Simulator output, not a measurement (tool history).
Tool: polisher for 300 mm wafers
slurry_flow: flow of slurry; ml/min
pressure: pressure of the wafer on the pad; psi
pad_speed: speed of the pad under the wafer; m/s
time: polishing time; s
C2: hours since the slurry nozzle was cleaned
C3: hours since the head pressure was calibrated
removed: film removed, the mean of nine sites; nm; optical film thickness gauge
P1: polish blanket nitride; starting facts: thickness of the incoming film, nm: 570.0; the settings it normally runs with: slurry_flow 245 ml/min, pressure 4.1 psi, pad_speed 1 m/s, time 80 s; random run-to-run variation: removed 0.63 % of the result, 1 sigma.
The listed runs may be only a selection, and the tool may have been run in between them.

{"run": 1, "hour": 10.7, "slurry_flow": 245, "pressure": 4.1, "pad_speed": 1, "time": 80, "wafers polished on this pad": 648, "C2": 295.2, "C3": 302.4, "removed": 153.35}
{"run": 2, "hour": 18.9, "slurry_flow": 245, "pressure": 4.1, "pad_speed": 1, "time": 80, "wafers polished on this pad": 703, "C2": 303.4, "C3": 310.6, "removed": 155}
{"run": 3, "hour": 26.1, "slurry_flow": 245, "pressure": 4.1, "pad_speed": 1, "time": 80, "wafers polished on this pad": 752, "C2": 310.6, "C3": 317.8, "removed": 155.26}
{"run": 4, "hour": 32.6, "slurry_flow": 245, "pressure": 4.1, "pad_speed": 1, "time": 80, "wafers polished on this pad": 796, "C2": 317.1, "C3": 324.3, "removed": 153.07}
{"run": 5, "hour": 41.4, "slurry_flow": 245, "pressure": 4.1, "pad_speed": 1.48, "time": 112, "wafers polished on this pad": 856, "C2": 325.9, "C3": 333.1, "removed": 296}
{"run": 6, "hour": 51.1, "slurry_flow": 245, "pressure": 1.8, "pad_speed": 1, "time": 80, "wafers polished on this pad": 921, "C2": 335.6, "C3": 342.8, "removed": 67.257}
{"run": 7, "hour": 60.4, "slurry_flow": 245, "pressure": 4.1, "pad_speed": 1.58, "time": 80, "wafers polished on this pad": 984, "C2": 344.9, "C3": 352.1, "removed": 224.11}
{"run": 8, "hour": 65.8, "slurry_flow": 245, "pressure": 3, "pad_speed": 0.58, "time": 80, "wafers polished on this pad": 1021, "C2": 350.3, "C3": 357.5, "removed": 72.865}
{"run": 9, "hour": 73.9, "slurry_flow": 245, "pressure": 4.1, "pad_speed": 1, "time": 118, "wafers polished on this pad": 1076, "C2": 358.4, "C3": 365.6, "removed": 227.71}
{"run": 10, "hour": 82.0, "slurry_flow": 245, "pressure": 4.1, "pad_speed": 1, "time": 80, "wafers polished on this pad": 1131, "C2": 366.5, "C3": 373.7, "removed": 154.81}
{"run": 11, "hour": 89.8, "slurry_flow": 350, "pressure": 4.1, "pad_speed": 1, "time": 80, "wafers polished on this pad": 1183, "C2": 374.3, "C3": 381.5, "removed": 159.32}
{"run": 12, "hour": 99.2, "slurry_flow": 245, "pressure": 4.1, "pad_speed": 0.5, "time": 80, "wafers polished on this pad": 1247, "C2": 383.7, "C3": 390.9, "removed": 89.386}
{"run": 13, "hour": 104.5, "slurry_flow": 245, "pressure": 5.5, "pad_speed": 1, "time": 80, "wafers polished on this pad": 1283, "C2": 389, "C3": 396.2, "removed": 207.99}
{"run": 14, "hour": 111.9, "slurry_flow": 245, "pressure": 4.1, "pad_speed": 1, "time": 51, "wafers polished on this pad": 1333, "C2": 396.4, "C3": 403.6, "removed": 97.852}
{"run": 15, "hour": 121.2, "slurry_flow": 145, "pressure": 4.1, "pad_speed": 1, "time": 80, "wafers polished on this pad": 1396, "C2": 405.7, "C3": 412.9, "removed": 142.35}
{"run": 16, "hour": 125.9, "slurry_flow": 245, "pressure": 4.1, "pad_speed": 1, "time": 80, "wafers polished on this pad": 1428, "C2": 410.4, "C3": 417.6, "removed": 152.87}
{"run": 17, "hour": 131.7, "slurry_flow": 245, "pressure": 4.1, "pad_speed": 1, "time": 80, "wafers polished on this pad": 1467, "C2": 416.2, "C3": 423.4, "removed": 150.74}
{"run": 18, "hour": 138.1, "slurry_flow": 245, "pressure": 4.1, "pad_speed": 1, "time": 80, "wafers polished on this pad": 1510, "C2": 422.6, "C3": 429.8, "removed": 151.81}
{"run": 19, "hour": 144.6, "slurry_flow": 245, "pressure": 4.1, "pad_speed": 1, "time": 80, "wafers polished on this pad": 1554, "C2": 429.1, "C3": 436.3, "removed": 150.78}
{"hour": 149.2, "done": "head pressure recalibrated"}
{"run": 20, "hour": 153.4, "slurry_flow": 245, "pressure": 4.1, "pad_speed": 1, "time": 80, "wafers polished on this pad": 1614, "C2": 437.9, "C3": 4.2, "removed": 148.56}
{"run": 21, "hour": 158.5, "slurry_flow": 245, "pressure": 4.1, "pad_speed": 1, "time": 80, "wafers polished on this pad": 1649, "C2": 443, "C3": 9.3, "removed": 148.14}
{"run": 22, "hour": 166.0, "slurry_flow": 245, "pressure": 4.1, "pad_speed": 1, "time": 80, "wafers polished on this pad": 1699, "C2": 450.5, "C3": 16.8, "removed": 148.86}

What will run 23 give?
{"run": 23, "hour": 175.1, "slurry_flow": 245, "pressure": 4.1, "pad_speed": 1, "time": 80, "wafers polished on this pad": 1761, "C2": 459.6, "C3": 25.9, "removed": "?"}

removed: 147.67 nm
